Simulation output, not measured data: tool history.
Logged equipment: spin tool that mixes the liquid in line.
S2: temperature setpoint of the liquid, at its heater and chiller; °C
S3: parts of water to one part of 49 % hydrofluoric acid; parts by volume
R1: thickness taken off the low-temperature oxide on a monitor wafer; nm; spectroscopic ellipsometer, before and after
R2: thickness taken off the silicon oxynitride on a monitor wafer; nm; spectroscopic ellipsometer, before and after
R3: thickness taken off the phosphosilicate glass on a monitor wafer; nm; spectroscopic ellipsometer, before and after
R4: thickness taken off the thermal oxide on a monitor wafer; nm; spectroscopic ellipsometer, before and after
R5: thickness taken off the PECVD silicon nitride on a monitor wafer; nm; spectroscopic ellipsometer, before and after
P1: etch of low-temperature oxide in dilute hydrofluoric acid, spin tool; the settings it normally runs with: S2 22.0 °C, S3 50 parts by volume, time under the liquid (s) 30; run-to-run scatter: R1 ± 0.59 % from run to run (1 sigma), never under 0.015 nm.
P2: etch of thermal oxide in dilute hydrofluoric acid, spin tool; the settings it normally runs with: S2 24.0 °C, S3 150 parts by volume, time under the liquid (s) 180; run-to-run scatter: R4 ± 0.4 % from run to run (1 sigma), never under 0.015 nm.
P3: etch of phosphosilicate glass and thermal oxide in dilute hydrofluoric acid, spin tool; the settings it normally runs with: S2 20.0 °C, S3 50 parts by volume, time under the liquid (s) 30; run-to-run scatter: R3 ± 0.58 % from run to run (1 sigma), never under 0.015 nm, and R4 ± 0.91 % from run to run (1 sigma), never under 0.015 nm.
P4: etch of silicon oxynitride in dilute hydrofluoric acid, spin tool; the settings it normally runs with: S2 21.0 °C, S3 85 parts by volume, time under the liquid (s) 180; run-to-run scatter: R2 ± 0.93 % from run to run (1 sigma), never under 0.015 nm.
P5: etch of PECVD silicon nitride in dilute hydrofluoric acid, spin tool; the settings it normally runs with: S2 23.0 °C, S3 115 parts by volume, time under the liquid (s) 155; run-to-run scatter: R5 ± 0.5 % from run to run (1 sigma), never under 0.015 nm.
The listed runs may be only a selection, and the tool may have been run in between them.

Run 1, day 0.404: process that ran P1, S2 22.0 °C, S3 50 parts by volume, time under the liquid (s) 30. Result: R1 6.7133 nm.
Run 2, day 0.725: process that ran P1, S2 22.0 °C, S3 50 parts by volume, time under the liquid (s) 30. Result: R1 6.7439 nm.
Run 3, day 0.975: process that ran P4, S2 25.0 °C, S3 85 parts by volume, time under the liquid (s) 180. Result: R2 3.2404 nm.
Run 4, day 1.192: process that ran P1, S2 22.0 °C, S3 50 parts by volume, time under the liquid (s) 15. Result: R1 3.4149 nm.
Run 5, day 1.596: process that ran P1, S2 22.0 °C, S3 50 parts by volume, time under the liquid (s) 30. Result: R1 6.7278 nm.
Run 6, day 2.071: process that ran P1, S2 22.0 °C, S3 85 parts by volume, time under the liquid (s) 30. Result: R1 3.7371 nm.
Run 7, day 2.304: process that ran P3, S2 17.0 °C, S3 50 parts by volume, time under the liquid (s) 30. Result: R3 35.508 nm, R4 2.4098 nm.
Run 8, day 2.779: process that ran P4, S2 21.0 °C, S3 85 parts by volume, time under the liquid (s) 285. Result: R2 4.2210 nm.
Run 9, day 3.067: process that ran P1, S2 22.0 °C, S3 50 parts by volume, time under the liquid (s) 60. Result: R1 13.5190 nm.
Run 10, day 3.517: process that ran P3, S2 20.0 °C, S3 50 parts by volume, time under the liquid (s) 30. Result: R3 40.268 nm, R4 2.7530 nm.
Run 11, day 3.817: process that ran P1, S2 22.0 °C, S3 30 parts by volume, time under the liquid (s) 30. Result: R1 11.5160 nm.
Run 12, day 4.146: process that ran P3, S2 20.0 °C, S3 20 parts by volume, time under the liquid (s) 30. Result: R3 105.670 nm, R4 7.1416 nm.
Run 13, day 4.425: process that ran P1, S2 17.0 °C, S3 50 parts by volume, time under the liquid (s) 30. Result: R1 5.4665 nm.
Run 14, day 4.692: process that ran P2, S2 24.0 °C, S3 250 parts by volume, time under the liquid (s) 180. Result: R4 2.8952 nm.
Run 15, day 5.004: process that ran P2, S2 24.0 °C, S3 150 parts by volume, time under the liquid (s) 180. Result: R4 5.3118 nm.
Run 16, day 5.325: process that ran P1, S2 22.0 °C, S3 75 parts by volume, time under the liquid (s) 15. Result: R1 2.1668 nm.
Run 17, day 5.550: process that ran P2, S2 24.0 °C, S3 150 parts by volume, time under the liquid (s) 180. Result: R4 5.3235 nm.
Run 18, day 5.925: process that ran P1, S2 22.0 °C, S3 50 parts by volume, time under the liquid (s) 30. Result: R1 6.7840 nm.
Run 19, day 6.229: process that ran P1, S2 22.0 °C, S3 50 parts by volume, time under the liquid (s) 30. Result: R1 6.7718 nm.
Run 20, day 6.508: process that ran P1, S2 25.5 °C, S3 50 parts by volume, time under the liquid (s) 30. Result: R1 7.7975 nm.
Run 21, day 6.896: process that ran P2, S2 19.0 °C, S3 150 parts by volume, time under the liquid (s) 180. Result: R4 4.4147 nm.
Run 22, day 7.171: process that ran P4, S2 21.0 °C, S3 85 parts by volume, time under the liquid (s) 180. Result: R2 2.6804 nm.
Run 23, day 7.438: process that ran P5, S2 18.0 °C, S3 115 parts by volume, time under the liquid (s) 155. Result: R5 5.1039 nm.
Run 24, day 7.879: process that ran P5, S2 23.0 °C, S3 180 parts by volume, time under the liquid (s) 155. Result: R5 4.6211 nm.
Run 25, day 8.100: process that ran P1, S2 22.0 °C, S3 65 parts by volume, time under the liquid (s) 45. Result: R1 7.6491 nm.
Run 26, day 8.383: process that ran P1, S2 22.0 °C, S3 50 parts by volume, time under the liquid (s) 30. Result: R1 6.8417 nm.
Run 27, day 8.721: process that ran P3, S2 20.0 °C, S3 50 parts by volume, time under the liquid (s) 55. Result: R3 74.108 nm, R4 5.0928 nm.
Run 28, day 8.938: process that ran P5, S2 23.0 °C, S3 115 parts by volume, time under the liquid (s) 155. Result: R5 7.1284 nm.
Run 29, day 9.346: process that ran P1, S2 22.0 °C, S3 50 parts by volume, time under the liquid (s) 30. Result: R1 6.7706 nm.
Run 30, day 9.575: process that ran P5, S2 23.0 °C, S3 115 parts by volume, time under the liquid (s) 75. Result: R5 3.4660 nm.
Run 31, day 9.992: process that ran P1, S2 27.0 °C, S3 65 parts by volume, time under the liquid (s) 30. Result: R1 6.2063 nm.
Run 32, day 10.354: process that ran P4, S2 21.0 °C, S3 20 parts by volume, time under the liquid (s) 180. Result: R2 11.9230 nm.
Run 33, day 10.792: process that ran P2, S2 24.0 °C, S3 150 parts by volume, time under the liquid (s) 50. Result: R4 1.5053 nm.
Run 34, day 11.050: process that ran P1, S2 22.0 °C, S3 50 parts by volume, time under the liquid (s) 30. Result: R1 6.7591 nm.
Run 35, day 11.467: process that ran P1, S2 22.0 °C, S3 50 parts by volume, time under the liquid (s) 30. Result: R1 6.5701 nm.
Run 36, day 11.892: process that ran P1, S2 22.0 °C, S3 50 parts by volume, time under the liquid (s) 30. Result: R1 6.4709 nm.
Run 37, day 12.142: process that ran P1, S2 22.0 °C, S3 50 parts by volume, time under the liquid (s) 30. Result: R1 6.4691 nm.
Run 38, day 12.404: process that ran P1, S2 22.0 °C, S3 50 parts by volume, time under the liquid (s) 30. Result: R1 6.3708 nm.
Run 39, day 12.662: process that ran P1, S2 22.0 °C, S3 50 parts by volume, time under the liquid (s) 30. Result: R1 6.3548 nm.
Run 40, day 12.967: process that ran P1, S2 22.0 °C, S3 50 parts by volume, time under the liquid (s) 30. Result: R1 6.3583 nm.
Run 41, day 13.404: process that ran P1, S2 22.0 °C, S3 50 parts by volume, time under the liquid (s) 30. Result: R1 6.3966 nm.
Run 42, day 13.808: process that ran P1, S2 22.0 °C, S3 50 parts by volume, time under the liquid (s) 30. Result: R1 6.3213 nm.
Run 43, day 14.167: process that ran P1, S2 22.0 °C, S3 50 parts by volume, time under the liquid (s) 30. Result: R1 6.2396 nm.
Run 44, day 14.562: process that ran P1, S2 22.0 °C, S3 50 parts by volume, time under the liquid (s) 30. Result: R1 6.3140 nm.

What P1 gives has crept off from where it sat before. The 2 causes that follow fit the log equally well, each at the size noted:
A: liquid colder than its thermometer reads (K) = 1.6
B: hydrofluoric acid flow below the setpoint (%) = 6.11
The process output started creeping at around day 11.050.

The check runs listed below each take one wafer, and their results are still question marks. Under which run would the listed causes lead to clearly different results?
Run check 1, day 14.958: process that ran P4, S2 21.0 °C, S3 85 parts by volume, time under the liquid (s) 180. Result: R2 ?.
Run check 2, day 14.958: process that ran P5, S2 23.0 °C, S3 115 parts by volume, time under the liquid (s) 155. Result: R5 ?.
Run check 3, day 14.958: process that ran P3, S2 20.0 °C, S3 50 parts by volume, time under the liquid (s) 30. Result: R3 ?, R4 ?.
Run check 4, day 14.958: process that ran P2, S2 24.0 °C, S3 150 parts by volume, time under the liquid (s) 180. Result: R4 ?.

Expected result of each check under each candidate cause:
  check  result    if A    if B
check 1      R2  2.4524  2.4810
check 2      R5  6.4344  6.7256
check 3      R3  37.876  37.934
check 3      R4  2.5740  2.5779
check 4      R4  4.9833  4.9216
Separation of the two closest causes in each check, using whichever result separates them best: check 1 1.16 %; check 2 4.43 %; check 3 0.15 %; check 4 1.25 %
Check 2 distinguishes between the causes, while the remaining checks would return nearly the same result for all of them.

Here is what check 2 returned: R5 6.4633 nm. Which cause is it?

Of the candidate causes, it is A: liquid colder than its thermometer reads (K).

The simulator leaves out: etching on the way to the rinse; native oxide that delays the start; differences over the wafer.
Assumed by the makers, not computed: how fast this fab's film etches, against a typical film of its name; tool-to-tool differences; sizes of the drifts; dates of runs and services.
